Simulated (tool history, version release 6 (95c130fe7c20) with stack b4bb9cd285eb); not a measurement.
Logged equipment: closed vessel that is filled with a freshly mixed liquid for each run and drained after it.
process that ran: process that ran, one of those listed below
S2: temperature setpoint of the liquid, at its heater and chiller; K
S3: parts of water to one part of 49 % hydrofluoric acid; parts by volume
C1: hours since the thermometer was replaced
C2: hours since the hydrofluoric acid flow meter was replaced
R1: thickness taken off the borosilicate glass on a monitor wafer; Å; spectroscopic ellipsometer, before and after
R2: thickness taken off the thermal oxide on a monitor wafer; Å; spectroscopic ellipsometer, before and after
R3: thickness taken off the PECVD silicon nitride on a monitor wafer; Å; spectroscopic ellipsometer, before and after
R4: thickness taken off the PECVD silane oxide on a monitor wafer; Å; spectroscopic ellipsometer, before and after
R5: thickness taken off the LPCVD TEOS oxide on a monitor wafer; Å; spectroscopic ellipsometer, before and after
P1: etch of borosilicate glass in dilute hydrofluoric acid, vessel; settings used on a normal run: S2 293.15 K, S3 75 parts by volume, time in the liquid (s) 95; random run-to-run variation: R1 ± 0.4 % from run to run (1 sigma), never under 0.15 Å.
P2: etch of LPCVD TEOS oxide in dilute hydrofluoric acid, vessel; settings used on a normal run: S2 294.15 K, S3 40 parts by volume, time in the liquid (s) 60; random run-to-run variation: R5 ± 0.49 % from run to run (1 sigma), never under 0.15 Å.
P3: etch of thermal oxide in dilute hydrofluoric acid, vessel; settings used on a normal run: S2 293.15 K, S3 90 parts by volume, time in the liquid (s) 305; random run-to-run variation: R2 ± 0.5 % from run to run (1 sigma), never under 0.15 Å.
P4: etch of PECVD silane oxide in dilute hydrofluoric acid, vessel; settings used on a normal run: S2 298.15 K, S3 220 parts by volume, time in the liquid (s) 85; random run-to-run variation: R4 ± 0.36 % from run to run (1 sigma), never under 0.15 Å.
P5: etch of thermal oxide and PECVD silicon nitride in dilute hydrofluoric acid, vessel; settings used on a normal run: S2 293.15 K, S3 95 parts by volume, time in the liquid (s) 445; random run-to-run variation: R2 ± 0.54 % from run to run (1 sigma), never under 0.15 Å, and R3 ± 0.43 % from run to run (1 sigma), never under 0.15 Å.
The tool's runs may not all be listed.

{"run": 1, "day": 0.338, "process that ran": "P1", "S2": 293.15, "S3": 75, "time in the liquid (s)": 95, "C1": 1283.5, "C2": 861.4, "R1": 244.6}
{"run": 2, "day": 0.754, "process that ran": "P1", "S2": 300.15, "S3": 75, "time in the liquid (s)": 95, "C1": 1293.5, "C2": 871.4, "R1": 323.62}
{"run": 3, "day": 1.0, "process that ran": "P5", "S2": 293.15, "S3": 95, "time in the liquid (s)": 445, "C1": 1299.4, "C2": 877.3, "R2": 198.26, "R3": 63.63}
{"run": 4, "day": 1.296, "process that ran": "P3", "S2": 293.15, "S3": 90, "time in the liquid (s)": 305, "C1": 1306.5, "C2": 884.4, "R2": 138.21}
{"run": 5, "day": 1.592, "process that ran": "P4", "S2": 298.15, "S3": 55, "time in the liquid (s)": 85, "C1": 1313.6, "C2": 891.5, "R4": 642.42}
{"run": 6, "day": 1.933, "process that ran": "P5", "S2": 293.15, "S3": 95, "time in the liquid (s)": 45, "C1": 1321.8, "C2": 899.7, "R2": 20.136, "R3": 6.4075}
{"run": 7, "day": 2.238, "process that ran": "P2", "S2": 294.15, "S3": 40, "time in the liquid (s)": 110, "C1": 1329.1, "C2": 907, "R5": 940.54}
{"run": 8, "day": 2.75, "process that ran": "P1", "S2": 293.15, "S3": 75, "time in the liquid (s)": 95, "C1": 1341.4, "C2": 919.3, "R1": 244.64}
{"run": 9, "day": 3.283, "process that ran": "P1", "S2": 293.15, "S3": 75, "time in the liquid (s)": 185, "C1": 1354.2, "C2": 932.1, "R1": 477.04}
{"run": 10, "day": 3.746, "process that ran": "P2", "S2": 290.15, "S3": 40, "time in the liquid (s)": 60, "C1": 1365.3, "C2": 943.2, "R5": 430.79}
{"run": 11, "day": 4.083, "process that ran": "P2", "S2": 294.15, "S3": 40, "time in the liquid (s)": 60, "C1": 1373.4, "C2": 951.3, "R5": 509.99}
{"run": 12, "day": 4.446, "process that ran": "P4", "S2": 298.15, "S3": 220, "time in the liquid (s)": 40, "C1": 1382.1, "C2": 960, "R4": 61.632}
{"run": 13, "day": 4.883, "process that ran": "P4", "S2": 306.65, "S3": 220, "time in the liquid (s)": 85, "C1": 1392.6, "C2": 970.5, "R4": 176.08}
{"run": 14, "day": 5.154, "process that ran": "P1", "S2": 290.15, "S3": 75, "time in the liquid (s)": 95, "C1": 1399.1, "C2": 977, "R1": 216.09}
{"run": 15, "day": 5.412, "process that ran": "P3", "S2": 293.15, "S3": 90, "time in the liquid (s)": 30, "C1": 1405.3, "C2": 983.2, "R2": 13.398}
{"run": 16, "day": 5.704, "process that ran": "P1", "S2": 293.15, "S3": 75, "time in the liquid (s)": 95, "C1": 1412.3, "C2": 990.2, "R1": 245.59}
{"run": 17, "day": 6.083, "process that ran": "P1", "S2": 290.15, "S3": 20, "time in the liquid (s)": 95, "C1": 1421.4, "C2": 999.3, "R1": 857.24}
{"run": 18, "day": 6.479, "process that ran": "P1", "S2": 293.15, "S3": 75, "time in the liquid (s)": 45, "C1": 1430.9, "C2": 1008.8, "R1": 115.87}
{"run": 19, "day": 6.862, "process that ran": "P1", "S2": 293.15, "S3": 75, "time in the liquid (s)": 95, "C1": 1440.1, "C2": 1018, "R1": 245.48}
{"run": 20, "day": 7.096, "process that ran": "P5", "S2": 293.15, "S3": 95, "time in the liquid (s)": 445, "C1": 1445.7, "C2": 1023.6, "R2": 196.78, "R3": 63.131}

The next listed run, before its measurement:
{"run": 21, "day": 7.55, "process that ran": "P5", "S2": 300.65, "S3": 95, "time in the liquid (s)": 445, "C1": 1456.6, "C2": 1034.5, "R2": "?", "R3": "?"}

{"run 21": {"R2": 263.61, "R3": 104.04}}
